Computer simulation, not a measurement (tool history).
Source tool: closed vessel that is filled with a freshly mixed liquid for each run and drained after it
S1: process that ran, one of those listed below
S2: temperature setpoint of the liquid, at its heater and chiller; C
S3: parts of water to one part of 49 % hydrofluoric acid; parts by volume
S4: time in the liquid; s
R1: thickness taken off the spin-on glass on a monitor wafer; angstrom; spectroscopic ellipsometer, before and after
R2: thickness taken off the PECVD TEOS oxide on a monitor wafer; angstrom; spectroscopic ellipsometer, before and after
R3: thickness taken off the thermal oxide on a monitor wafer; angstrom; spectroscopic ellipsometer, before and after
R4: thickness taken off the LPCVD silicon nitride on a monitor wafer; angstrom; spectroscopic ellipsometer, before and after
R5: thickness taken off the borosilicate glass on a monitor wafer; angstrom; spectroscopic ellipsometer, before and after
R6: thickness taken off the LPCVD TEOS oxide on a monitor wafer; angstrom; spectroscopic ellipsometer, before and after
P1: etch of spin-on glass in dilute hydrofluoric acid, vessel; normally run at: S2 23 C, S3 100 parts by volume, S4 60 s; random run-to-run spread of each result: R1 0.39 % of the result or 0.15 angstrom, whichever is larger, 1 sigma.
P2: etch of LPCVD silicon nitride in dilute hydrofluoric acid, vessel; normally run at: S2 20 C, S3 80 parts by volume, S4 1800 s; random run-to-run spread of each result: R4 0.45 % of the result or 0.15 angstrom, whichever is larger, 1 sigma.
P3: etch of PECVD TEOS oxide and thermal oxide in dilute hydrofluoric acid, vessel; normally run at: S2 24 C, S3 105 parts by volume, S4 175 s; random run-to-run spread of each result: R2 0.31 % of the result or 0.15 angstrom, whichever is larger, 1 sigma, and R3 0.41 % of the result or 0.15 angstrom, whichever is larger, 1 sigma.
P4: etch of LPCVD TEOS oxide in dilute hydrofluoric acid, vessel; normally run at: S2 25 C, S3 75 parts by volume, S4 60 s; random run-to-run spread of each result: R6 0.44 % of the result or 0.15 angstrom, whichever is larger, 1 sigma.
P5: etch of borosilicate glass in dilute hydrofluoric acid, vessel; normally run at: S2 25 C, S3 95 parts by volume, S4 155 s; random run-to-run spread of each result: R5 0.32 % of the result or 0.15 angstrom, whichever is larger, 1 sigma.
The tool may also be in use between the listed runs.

run	hour	S1	S2	S3	S4	R1	R2	R3	R4	R5	R6
1	12	P1	23	100	60	217.57					
2	21.6	P1	23	60	60	380.43					
3	29.7	P1	23	170	60	117.71					
4	36.7	P3	30	105	175		235.79	102.8			
5	45.6	P2	20	80	3000				167.92		
6	54.7	P5	25	95	155					476.29	
7	64.7	P2	20	80	1800				101.82		
8	75.2	P4	25	75	30						86.841
9	81.1	P5	25	95	40					122.08	
10	88.7	P1	23	100	60	217.19					
11	94.7	P2	24.5	80	1800				137.54		
12	103	P1	23	100	60	218.22					
13	112.9	P4	25	75	60						174.06
14	118.8	P3	24	105	175		186.32	81.761			
15	130.4	P4	25	75	60						173.83
16	140.6	P3	24	165	175		110.33	48.742			
17	149.9	P1	23	100	60	217.58					
18	159.7	P1	23	100	30	108.51					
19	166.3	P1	23	100	105	378.12					
20	176.9	P4	31.5	75	60						223.12
21	183.7	P1	29.5	60	60	493.84					
22	190.5	P4	25	115	60						107.42
23	200	P1	17.5	100	60	173.33					
24	212.8	P1	31	100	60	294.98					
25	223.8	P1	23	100	60	217.03					
26	233.7	P3	24	105	30		32.016	14.083			
27	243.5	P1	23	100	60	215.48					
28	254.8	P5	17	95	155					341.23	
29	268	P5	25	45	155					1070.9	
30	276.4	P2	20	20	1800				386.76		
31	287.7	P1	23	100	60	218.52					
32	300.7	P1	23	100	60	208.15					
33	308.6	P1	23	100	60	204.3					
34	320.6	P1	23	100	60	199.94					

What does the tool deliver on the next run?
35	332.9	P1	23	100	60	?					

{"run 35": {"R1": 198.56}}

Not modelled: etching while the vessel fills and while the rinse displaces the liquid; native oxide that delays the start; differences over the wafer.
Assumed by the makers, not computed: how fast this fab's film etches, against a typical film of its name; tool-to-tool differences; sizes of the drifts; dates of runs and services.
